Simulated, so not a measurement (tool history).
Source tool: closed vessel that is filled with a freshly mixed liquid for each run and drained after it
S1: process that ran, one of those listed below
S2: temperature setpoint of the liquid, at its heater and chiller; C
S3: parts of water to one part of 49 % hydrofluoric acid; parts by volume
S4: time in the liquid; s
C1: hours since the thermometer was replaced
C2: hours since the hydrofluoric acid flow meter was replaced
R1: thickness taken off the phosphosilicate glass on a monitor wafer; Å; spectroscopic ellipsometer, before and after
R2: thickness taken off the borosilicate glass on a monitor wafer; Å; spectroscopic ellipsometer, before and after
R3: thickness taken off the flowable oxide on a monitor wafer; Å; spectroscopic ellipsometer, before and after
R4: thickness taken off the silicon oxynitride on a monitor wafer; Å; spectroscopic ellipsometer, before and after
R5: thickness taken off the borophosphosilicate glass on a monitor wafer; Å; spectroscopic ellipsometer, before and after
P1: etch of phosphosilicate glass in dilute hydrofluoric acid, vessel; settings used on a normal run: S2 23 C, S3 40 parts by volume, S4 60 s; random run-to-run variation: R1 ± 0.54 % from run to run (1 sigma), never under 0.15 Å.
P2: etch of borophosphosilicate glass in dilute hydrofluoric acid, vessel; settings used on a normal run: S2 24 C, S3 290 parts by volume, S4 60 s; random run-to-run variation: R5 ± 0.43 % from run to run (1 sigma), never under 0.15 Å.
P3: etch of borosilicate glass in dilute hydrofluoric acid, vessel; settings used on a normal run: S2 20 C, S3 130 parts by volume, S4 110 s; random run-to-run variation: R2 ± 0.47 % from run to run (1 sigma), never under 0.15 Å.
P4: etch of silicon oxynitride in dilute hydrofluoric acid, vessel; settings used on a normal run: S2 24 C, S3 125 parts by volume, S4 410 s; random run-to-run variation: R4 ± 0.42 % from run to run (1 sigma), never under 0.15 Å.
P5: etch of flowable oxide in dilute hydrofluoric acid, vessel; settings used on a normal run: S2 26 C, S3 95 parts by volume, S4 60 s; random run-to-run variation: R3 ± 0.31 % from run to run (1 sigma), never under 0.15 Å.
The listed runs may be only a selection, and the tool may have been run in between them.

run  hour  S1    S2   S3   S4     C1     C2      R1      R2      R3      R4      R5
  1   4.1  P1    23   40   60  673.4  745.4  2105.8
  2   7.1  P1    23   65   60  676.4  748.4  1256.9
  3  11.3  P3    20  190  110  680.6  752.6          140.81
  4  14.3  P1    19   20   60  683.6  755.6  3652.6
  5  16.4  P1    23   40   60  685.7  757.7  2115.6
  6  20.6  P5    26  140   60  689.9  761.9                  106.02
  7  23.5  P4    24  125  410  692.8  764.8                          84.389
  8  27.1  P1    23   40   30  696.4  768.4  1061.7
  9  30.4  P5    26   95   60  699.7  771.7                   166.3
 10  33.5  P3    20  130  110  702.8  774.8           219.6
 11  36.1  P4    24  190  410  705.4  777.4                          52.848
 12  38.9  P3    17  130  110  708.2  780.2          192.97
 13    41  P5    26   95   60  710.3  782.3                  165.82
 14  43.6  P1    23   40   60  712.9  784.9  2103.2
 15  47.6  P1  29.5   40   30  716.9  788.9  1373.8
 16  49.5  P1    23   40  115  718.8  790.8    4013
 17  52.6  P5    19   95   60  721.9  793.9                  125.06
 18  55.9  P2    24  290  115  725.2  797.2                                  142.59
 19  60.1  P2    24  290   60  729.4  801.4                                  74.747
 20  64.3  P4    17  125  410  733.6  805.6                          60.271
 21  68.5  P3    20  130   35  737.8  809.8          68.801
 22  70.6  P1    17   40   60  739.9  811.9  1634.9
 23  74.2  P2  17.5  290   60  743.5  815.5                                  59.044
 24  77.2  P2    24  530   60  746.5  818.5                                  33.155
 25  79.4  P1    23   40   60  748.7  820.7  2104.9
 26  83.6  P2    24  290   60  752.9  824.9                                  74.729
 27  86.1  P1  30.5   40   60  755.4  827.4  2872.1
 28  88.3  P1    23   20   60  757.6  829.6  4357.5
 29  90.2  P4    24  125   30  759.5  831.5                          5.9839
 30  92.4  P5    26   95  110  761.7  833.7                  303.81

What will run 31 give?
 31  95.9  P1  23  40  60  765.2  837.2   ?

Run 31 produced R1 2106.3 Å.
